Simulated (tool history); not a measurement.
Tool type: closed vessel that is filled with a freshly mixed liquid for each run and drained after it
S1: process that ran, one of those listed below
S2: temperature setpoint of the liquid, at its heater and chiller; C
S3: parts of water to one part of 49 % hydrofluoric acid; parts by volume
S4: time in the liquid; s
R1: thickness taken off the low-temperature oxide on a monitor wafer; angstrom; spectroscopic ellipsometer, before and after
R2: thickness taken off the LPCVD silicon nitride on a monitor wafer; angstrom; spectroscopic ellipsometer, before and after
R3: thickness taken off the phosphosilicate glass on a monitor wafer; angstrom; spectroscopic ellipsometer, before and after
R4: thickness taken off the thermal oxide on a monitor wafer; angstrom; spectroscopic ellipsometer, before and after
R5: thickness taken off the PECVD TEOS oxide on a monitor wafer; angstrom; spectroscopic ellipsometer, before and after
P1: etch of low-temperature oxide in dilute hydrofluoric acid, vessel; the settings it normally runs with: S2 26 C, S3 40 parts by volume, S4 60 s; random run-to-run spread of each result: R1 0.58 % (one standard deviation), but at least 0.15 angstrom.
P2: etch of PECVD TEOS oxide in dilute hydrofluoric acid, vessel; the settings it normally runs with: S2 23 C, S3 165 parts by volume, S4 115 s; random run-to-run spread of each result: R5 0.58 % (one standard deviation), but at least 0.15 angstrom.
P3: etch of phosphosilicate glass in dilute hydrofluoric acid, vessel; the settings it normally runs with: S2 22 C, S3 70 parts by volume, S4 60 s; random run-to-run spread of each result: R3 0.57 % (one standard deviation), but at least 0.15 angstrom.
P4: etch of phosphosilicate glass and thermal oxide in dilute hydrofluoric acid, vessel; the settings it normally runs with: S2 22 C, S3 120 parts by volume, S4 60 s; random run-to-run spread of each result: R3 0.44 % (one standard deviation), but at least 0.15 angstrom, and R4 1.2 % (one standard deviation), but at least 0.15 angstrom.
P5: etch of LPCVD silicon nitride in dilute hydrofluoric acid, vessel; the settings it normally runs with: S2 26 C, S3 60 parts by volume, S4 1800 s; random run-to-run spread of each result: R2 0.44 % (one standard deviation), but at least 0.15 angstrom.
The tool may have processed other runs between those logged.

run	hour	S1	S2	S3	S4	R1	R2	R3	R4	R5
1	14	P1	26	40	60	406.87				
2	22	P5	26	60	1800		164.07			
3	38.5	P4	22	205	60			469.46	11.907	
4	55.4	P1	26	40	85	581.9				
5	70.8	P3	22	70	30			467.09		
6	79.7	P4	22	120	110			1609.8	40.989	
7	91.3	P1	26	20	60	843				
8	104.8	P2	19	165	115					75.723
9	116.7	P1	26	40	60	413.15				
10	135.1	P2	23	165	210					163.27
11	153.5	P1	22	40	60	347.2				
12	171.5	P1	21	55	60	237.13				
13	180.6	P2	23	165	115					89.356
14	196.4	P4	18	120	60			748.41	18.827	
15	209.7	P1	26	60	60	264.76				
16	223.4	P3	22	100	60			630.95		
17	237.1	P5	26	60	3535		318.35			
18	254.2	P4	22	120	60			876.87	21.865	
19	269.9	P3	28.5	70	60			1204.3		
20	279.2	P1	33	40	60	537.69				
21	296.9	P1	26	40	30	203.07				
22	306	P1	26	20	85	1187.9				
23	322.4	P2	23	30	115					579.45
24	331.7	P3	22	70	60			930.16		
25	341.9	P5	30.5	60	1800		216.79			
# hour 346.8: thermometer replaced
26	355.8	P5	26	90	1800		108.97			
27	365.3	P1	26	40	60	408.13				
28	383.6	P2	23	165	115					88.521
29	399.9	P1	26	40	60	410.85				
30	415.3	P1	26	40	60	405.62				
31	432.1	P3	22	70	60			935.19		
32	443	P1	26	40	60	406.56				
33	460.4	P1	26	40	60	392.1				
34	471.3	P1	26	40	60	387.05				
35	482.5	P1	26	40	60	384.01				
36	496.3	P1	26	40	60	381.99				
37	505.4	P1	26	40	60	381.85				
38	517.3	P1	26	40	60	381.79				

P1 has crept away from where it was. The log is fitted equally well by each of these 2 causes, at the sizes shown:
A: hydrofluoric acid flow below the setpoint (%) = 6.25
B: liquid colder than its thermometer reads (K) = 1.67
The onset of the drift is placed at about hour 443.

Below are 4 check runs, each on a single wafer, with their results shown as question marks. Which of them would tell the listed causes apart, meaning the causes would give clearly different results under it?
check 1	529.2	P2	23	165	115					?
check 2	529.2	P4	22	120	60			?	?	
check 3	529.2	P5	26	60	1800		?			
check 4	529.2	P3	22	70	60			?		

If the cause were each of the candidates in turn, the checks would give the following:
check	result	if A	if B
check 1	R5	82.522	83.527
check 2	R3	811.45	816.82
check 2	R4	20.521	20.657
check 3	R2	152.69	145.61
check 4	R3	866.22	867.09
Per check, the gap between the least separated pair of causes, taken in the result that splits them most: check 1 1.21 %; check 2 0.66 %; check 3 4.75 %; check 4 0.1 %
Only check 3 tells the causes apart: in the others they would give nearly the same result.

The results of check 3 are: R2 153.4 angstrom. Based on these, which of the listed causes is it?

It was cause A: hydrofluoric acid flow below the setpoint (%).
